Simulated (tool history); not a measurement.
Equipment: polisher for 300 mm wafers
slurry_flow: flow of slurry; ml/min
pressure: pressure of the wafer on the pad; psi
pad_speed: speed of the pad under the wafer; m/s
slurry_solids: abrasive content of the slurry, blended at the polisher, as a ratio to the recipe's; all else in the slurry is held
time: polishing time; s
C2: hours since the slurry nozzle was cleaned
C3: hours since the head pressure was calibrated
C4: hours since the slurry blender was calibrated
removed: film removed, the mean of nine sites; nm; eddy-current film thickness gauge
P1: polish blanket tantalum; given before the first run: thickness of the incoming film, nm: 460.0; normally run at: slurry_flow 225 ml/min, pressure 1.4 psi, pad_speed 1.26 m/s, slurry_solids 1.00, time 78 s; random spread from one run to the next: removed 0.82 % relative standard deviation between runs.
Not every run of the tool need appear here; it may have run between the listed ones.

run 1 hour=9.3 | slurry_flow=225 pressure=1.4 pad_speed=1.26 slurry_solids=1.00 time=78 | wafers_polished_on_this_pad=906 C2=413.6 C3=150.1 C4=60.7 | removed=137.870
run 2 hour=17.4 | slurry_flow=225 pressure=1.4 pad_speed=1.78 slurry_solids=1.00 time=78 | wafers_polished_on_this_pad=992 C2=421.7 C3=158.2 C4=68.8 | removed=195.860
run 3 hour=31.4 | slurry_flow=225 pressure=0.9 pad_speed=1.26 slurry_solids=0.75 time=78 | wafers_polished_on_this_pad=1142 C2=435.7 C3=172.2 C4=82.8 | removed=82.390
run 4 hour=44.7 | slurry_flow=225 pressure=1.4 pad_speed=1.26 slurry_solids=0.60 time=78 | wafers_polished_on_this_pad=1283 C2=449.0 C3=185.5 C4=96.1 | removed=117.060
run 5 hour=55.8 | slurry_flow=225 pressure=2.1 pad_speed=1.70 slurry_solids=1.00 time=78 | wafers_polished_on_this_pad=1402 C2=460.1 C3=196.6 C4=107.2 | removed=284.720
run 6 hour=68.5 | slurry_flow=225 pressure=2.2 pad_speed=1.26 slurry_solids=1.00 time=78 | wafers_polished_on_this_pad=1537 C2=472.8 C3=209.3 C4=119.9 | removed=219.860
run 7 hour=76.0 | slurry_flow=225 pressure=1.4 pad_speed=1.26 slurry_solids=1.00 time=78 | wafers_polished_on_this_pad=1617 C2=480.3 C3=216.8 C4=127.4 | removed=141.280
run 8 hour=90.6 | slurry_flow=225 pressure=1.4 pad_speed=1.26 slurry_solids=1.00 time=78 | wafers_polished_on_this_pad=1772 C2=494.9 C3=231.4 C4=142.0 | removed=137.760
run 9 hour=103.7 | slurry_flow=225 pressure=1.4 pad_speed=1.26 slurry_solids=1.00 time=78 | wafers_polished_on_this_pad=1912 C2=508.0 C3=244.5 C4=155.1 | removed=140.840
run 10 hour=114.4 | slurry_flow=225 pressure=1.4 pad_speed=1.26 slurry_solids=1.00 time=115 | wafers_polished_on_this_pad=2026 C2=518.7 C3=255.2 C4=165.8 | removed=206.700
run 11 hour=121.2 | slurry_flow=135 pressure=1.0 pad_speed=1.26 slurry_solids=1.00 time=78 | wafers_polished_on_this_pad=2098 C2=525.5 C3=262.0 C4=172.6 | removed=92.434
run 12 hour=130.0 | slurry_flow=345 pressure=1.4 pad_speed=1.26 slurry_solids=1.00 time=78 | wafers_polished_on_this_pad=2192 C2=534.3 C3=270.8 C4=181.4 | removed=144.630
run 13 hour=139.3 | slurry_flow=225 pressure=1.4 pad_speed=1.26 slurry_solids=1.35 time=78 | wafers_polished_on_this_pad=2291 C2=543.6 C3=280.1 C4=190.7 | removed=151.050
run 14 hour=146.1 | slurry_flow=225 pressure=1.4 pad_speed=0.64 slurry_solids=1.00 time=78 | wafers_polished_on_this_pad=2363 C2=550.4 C3=286.9 C4=197.5 | removed=69.785
run 15 hour=159.0 | slurry_flow=225 pressure=1.4 pad_speed=1.26 slurry_solids=1.00 time=35 | wafers_polished_on_this_pad=2501 C2=563.3 C3=299.8 C4=210.4 | removed=62.342
run 16 hour=168.8 | slurry_flow=135 pressure=1.4 pad_speed=1.26 slurry_solids=1.00 time=78 | wafers_polished_on_this_pad=2605 C2=573.1 C3=309.6 C4=220.2 | removed=128.770
run 17 hour=178.8 | slurry_flow=225 pressure=1.0 pad_speed=1.26 slurry_solids=1.00 time=78 | wafers_polished_on_this_pad=2712 C2=583.1 C3=319.6 C4=230.2 | removed=99.927
run 18 hour=189.4 | slurry_flow=225 pressure=1.4 pad_speed=1.26 slurry_solids=1.00 time=78 | wafers_polished_on_this_pad=2825 C2=593.7 C3=330.2 C4=240.8 | removed=140.720
run 19 hour=202.5 | slurry_flow=225 pressure=1.4 pad_speed=1.26 slurry_solids=1.00 time=78 | wafers_polished_on_this_pad=2964 C2=606.8 C3=343.3 C4=253.9 | removed=140.450
run 20 hour=215.6 | slurry_flow=225 pressure=1.4 pad_speed=1.26 slurry_solids=1.00 time=78 | wafers_polished_on_this_pad=3104 C2=619.9 C3=356.4 C4=267.0 | removed=132.920
run 21 hour=230.4 | slurry_flow=225 pressure=1.4 pad_speed=1.26 slurry_solids=1.00 time=78 | wafers_polished_on_this_pad=3261 C2=634.7 C3=371.2 C4=281.8 | removed=129.930

Forecast run 22:
-- hour=233.2 slurry nozzle cleaned
run 22 hour=239.3 | slurry_flow=225 pressure=1.4 pad_speed=1.26 slurry_solids=1.00 time=78 | wafers_polished_on_this_pad=3356 C2=6.1 C3=380.1 C4=290.7 | removed=?

{"run 22": {"removed": 127.2}}
